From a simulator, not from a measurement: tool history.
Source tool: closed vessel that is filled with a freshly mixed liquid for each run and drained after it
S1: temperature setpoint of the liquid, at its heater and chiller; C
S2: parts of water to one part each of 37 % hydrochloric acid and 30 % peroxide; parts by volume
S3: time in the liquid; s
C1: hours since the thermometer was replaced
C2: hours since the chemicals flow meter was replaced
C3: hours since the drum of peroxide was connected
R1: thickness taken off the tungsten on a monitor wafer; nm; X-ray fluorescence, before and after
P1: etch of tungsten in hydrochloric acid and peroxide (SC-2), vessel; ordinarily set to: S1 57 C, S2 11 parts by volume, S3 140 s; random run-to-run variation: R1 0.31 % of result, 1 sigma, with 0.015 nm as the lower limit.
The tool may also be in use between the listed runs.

{"run": 1, "hour": 11.2, "S1": 57, "S2": 11, "S3": 140, "C1": 1766.2, "C2": 1083.0, "C3": 74.8, "R1": 25.326}
{"run": 2, "hour": 18.8, "S1": 71, "S2": 11, "S3": 140, "C1": 1773.8, "C2": 1090.6, "C3": 82.4, "R1": 60.182}
{"run": 3, "hour": 30.4, "S1": 57, "S2": 11, "S3": 280, "C1": 1785.4, "C2": 1102.2, "C3": 94.0, "R1": 50.947}
{"run": 4, "hour": 41.0, "S1": 44, "S2": 11, "S3": 140, "C1": 1796.0, "C2": 1112.8, "C3": 104.6, "R1": 10.726}
{"hour": 49.6, "done": "thermometer replaced"}
{"run": 5, "hour": 49.9, "S1": 57, "S2": 11, "S3": 140, "C1": 0.3, "C2": 1121.7, "C3": 113.5, "R1": 25.536}
{"run": 6, "hour": 56.3, "S1": 57, "S2": 11, "S3": 140, "C1": 6.7, "C2": 1128.1, "C3": 119.9, "R1": 25.443}
{"run": 7, "hour": 66.4, "S1": 57, "S2": 4, "S3": 265, "C1": 16.8, "C2": 1138.2, "C3": 130.0, "R1": 105.0}
{"run": 8, "hour": 74.9, "S1": 57, "S2": 18, "S3": 140, "C1": 25.3, "C2": 1146.7, "C3": 138.5, "R1": 16.561}
{"run": 9, "hour": 85.5, "S1": 57, "S2": 11, "S3": 140, "C1": 35.9, "C2": 1157.3, "C3": 149.1, "R1": 25.328}
{"run": 10, "hour": 93.0, "S1": 57, "S2": 4, "S3": 140, "C1": 43.4, "C2": 1164.8, "C3": 156.6, "R1": 55.138}
{"run": 11, "hour": 105.1, "S1": 57, "S2": 11, "S3": 140, "C1": 55.5, "C2": 1176.9, "C3": 168.7, "R1": 25.514}
{"run": 12, "hour": 112.1, "S1": 57, "S2": 11, "S3": 30, "C1": 62.5, "C2": 1183.9, "C3": 175.7, "R1": 5.4452}
{"run": 13, "hour": 125.5, "S1": 57, "S2": 11, "S3": 140, "C1": 75.9, "C2": 1197.3, "C3": 189.1, "R1": 25.322}
{"run": 14, "hour": 133.2, "S1": 57, "S2": 11, "S3": 140, "C1": 83.6, "C2": 1205.0, "C3": 196.8, "R1": 25.467}
{"run": 15, "hour": 145.3, "S1": 57, "S2": 11, "S3": 140, "C1": 95.7, "C2": 1217.1, "C3": 208.9, "R1": 26.144}
{"run": 16, "hour": 156.8, "S1": 57, "S2": 11, "S3": 140, "C1": 107.2, "C2": 1228.6, "C3": 220.4, "R1": 26.517}
{"run": 17, "hour": 164.6, "S1": 57, "S2": 11, "S3": 140, "C1": 115.0, "C2": 1236.4, "C3": 228.2, "R1": 26.741}
{"run": 18, "hour": 175.5, "S1": 57, "S2": 11, "S3": 140, "C1": 125.9, "C2": 1247.3, "C3": 239.1, "R1": 27.066}
{"run": 19, "hour": 185.1, "S1": 57, "S2": 11, "S3": 140, "C1": 135.5, "C2": 1256.9, "C3": 248.7, "R1": 27.278}
{"run": 20, "hour": 198.0, "S1": 57, "S2": 11, "S3": 140, "C1": 148.4, "C2": 1269.8, "C3": 261.6, "R1": 27.17}
{"run": 21, "hour": 206.5, "S1": 57, "S2": 11, "S3": 140, "C1": 156.9, "C2": 1278.3, "C3": 270.1, "R1": 27.041}
{"run": 22, "hour": 214.2, "S1": 57, "S2": 11, "S3": 140, "C1": 164.6, "C2": 1286.0, "C3": 277.8, "R1": 27.241}
{"run": 23, "hour": 221.8, "S1": 57, "S2": 11, "S3": 140, "C1": 172.2, "C2": 1293.6, "C3": 285.4, "R1": 27.277}
{"run": 24, "hour": 228.5, "S1": 57, "S2": 11, "S3": 140, "C1": 178.9, "C2": 1300.3, "C3": 292.1, "R1": 27.424}
{"run": 25, "hour": 235.1, "S1": 57, "S2": 11, "S3": 140, "C1": 185.5, "C2": 1306.9, "C3": 298.7, "R1": 27.178}

What P1 gives has crept off from where it sat before. The 2 causes that follow fit the log equally well, each at the size noted:
A: liquid hotter than its thermometer reads (K) = 1.07
B: chemicals flow above the setpoint (%) = 8.38
The gradual shift began around hour 133.2.
What rules out each remaining cause:
peroxide weaker than its label (%): at most 8, which would move R1 by -7.4 %: too little, or the wrong way

Of the 4 check runs below, each run on 2 wafers with the results averaged and each result still a question mark, which one would tell the listed causes apart?
{"run": "check 1", "hour": 241.7, "S1": 57, "S2": 15.5, "S3": 30, "R1": "?"}
{"run": "check 2", "hour": 241.7, "S1": 57, "S2": 17.5, "S3": 265, "R1": "?"}
{"run": "check 3", "hour": 241.7, "S1": 45, "S2": 4.0, "S3": 140, "R1": "?"}
{"run": "check 4", "hour": 241.7, "S1": 57, "S2": 17.5, "S3": 30, "R1": "?"}

Outcome of each check run for each possible cause:
check=check_1 result=R1 if_A=4.3420 if_B=4.3541
check=check_2 result=R1 if_A=34.4200 if_B=34.5510
check=check_3 result=R1 if_A=26.8160 if_B=26.2720
check=check_4 result=R1 if_A=3.8966 if_B=3.9114
Distance between the nearest two causes, measured in the result of the check that separates them most: check 1 0.28 %; check 2 0.38 %; check 3 2.05 %; check 4 0.38 %
Only check 3 tells the causes apart: in the others they would give nearly the same result.

Check 3 was then run and gave: R1 26.8430 nm. Which cause is it?

The cause is A: liquid hotter than its thermometer reads (K).

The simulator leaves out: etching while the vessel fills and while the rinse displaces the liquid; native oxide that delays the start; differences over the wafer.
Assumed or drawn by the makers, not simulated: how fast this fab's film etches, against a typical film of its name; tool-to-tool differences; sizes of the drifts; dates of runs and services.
